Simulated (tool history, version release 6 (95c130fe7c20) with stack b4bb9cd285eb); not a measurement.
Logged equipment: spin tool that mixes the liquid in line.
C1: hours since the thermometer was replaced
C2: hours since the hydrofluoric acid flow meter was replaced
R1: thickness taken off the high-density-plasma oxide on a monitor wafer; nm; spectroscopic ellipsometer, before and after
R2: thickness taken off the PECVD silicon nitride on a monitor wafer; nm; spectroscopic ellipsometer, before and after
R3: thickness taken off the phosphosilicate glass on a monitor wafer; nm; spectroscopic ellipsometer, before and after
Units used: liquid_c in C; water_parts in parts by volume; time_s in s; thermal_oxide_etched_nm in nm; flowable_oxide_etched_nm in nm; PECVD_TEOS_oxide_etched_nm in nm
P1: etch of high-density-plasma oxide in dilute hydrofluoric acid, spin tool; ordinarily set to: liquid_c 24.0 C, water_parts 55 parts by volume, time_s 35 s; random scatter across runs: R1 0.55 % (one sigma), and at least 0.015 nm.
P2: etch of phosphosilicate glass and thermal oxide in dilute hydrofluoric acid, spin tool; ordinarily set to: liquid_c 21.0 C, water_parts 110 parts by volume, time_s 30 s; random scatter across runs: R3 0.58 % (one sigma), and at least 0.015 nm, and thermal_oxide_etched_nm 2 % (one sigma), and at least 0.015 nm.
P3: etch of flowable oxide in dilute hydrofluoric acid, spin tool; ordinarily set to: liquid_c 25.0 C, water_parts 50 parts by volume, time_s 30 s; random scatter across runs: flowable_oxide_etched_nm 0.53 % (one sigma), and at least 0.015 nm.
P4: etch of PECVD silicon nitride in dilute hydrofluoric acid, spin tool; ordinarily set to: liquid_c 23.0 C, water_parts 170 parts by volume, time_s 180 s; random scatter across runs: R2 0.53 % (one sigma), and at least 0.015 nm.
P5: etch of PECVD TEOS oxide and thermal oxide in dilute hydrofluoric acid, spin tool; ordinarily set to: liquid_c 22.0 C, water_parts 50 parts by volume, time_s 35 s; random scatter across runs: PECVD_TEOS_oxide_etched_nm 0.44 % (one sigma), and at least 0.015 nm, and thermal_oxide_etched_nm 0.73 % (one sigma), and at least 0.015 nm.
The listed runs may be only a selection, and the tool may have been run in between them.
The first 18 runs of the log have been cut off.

Run 19, day 4.300: process P5, liquid_c 22.0 C, water_parts 50 parts by volume, time_s 15 s; C1 700.3; C2 758.9. Result: thermal_oxide_etched_nm 1.3788 nm, PECVD_TEOS_oxide_etched_nm 4.2378 nm.
Run 20, day 4.483: process P1, liquid_c 18.5 C, water_parts 55 parts by volume, time_s 35 s; C1 704.7; C2 763.3. Result: R1 3.7436 nm.
Run 21, day 4.675: process P3, liquid_c 29.0 C, water_parts 50 parts by volume, time_s 30 s; C1 709.3; C2 767.9. Result: flowable_oxide_etched_nm 21.786 nm.
Run 22, day 4.883: process P1, liquid_c 19.0 C, water_parts 55 parts by volume, time_s 15 s; C1 714.3; C2 772.9. Result: R1 1.6576 nm.
Run 23, day 5.100: process P1, liquid_c 24.0 C, water_parts 55 parts by volume, time_s 35 s; C1 719.5; C2 778.1. Result: R1 4.7283 nm.
Run 24, day 5.358: process P1, liquid_c 24.0 C, water_parts 20 parts by volume, time_s 35 s; C1 725.7; C2 784.3. Result: R1 13.6180 nm.
Run 25, day 5.508: process P3, liquid_c 25.0 C, water_parts 50 parts by volume, time_s 30 s; C1 729.3; C2 787.9. Result: flowable_oxide_etched_nm 18.523 nm.
Run 26, day 5.771: process P2, liquid_c 27.5 C, water_parts 110 parts by volume, time_s 30 s; C1 735.6; C2 794.2. Result: R3 26.738 nm, thermal_oxide_etched_nm 1.5136 nm.
Run 27, day 6.083: process P5, liquid_c 22.0 C, water_parts 50 parts by volume, time_s 35 s; C1 743.1; C2 801.7. Result: thermal_oxide_etched_nm 3.1630 nm, PECVD_TEOS_oxide_etched_nm 10.0260 nm.

Run 28 comes next. What will it give?
Run 28, day 6.258: process P3, liquid_c 25.0 C, water_parts 50 parts by volume, time_s 15 s; C1 747.3; C2 805.9. Result: flowable_oxide_etched_nm ?.

{"run 28": {"flowable_oxide_etched_nm": 9.259}}
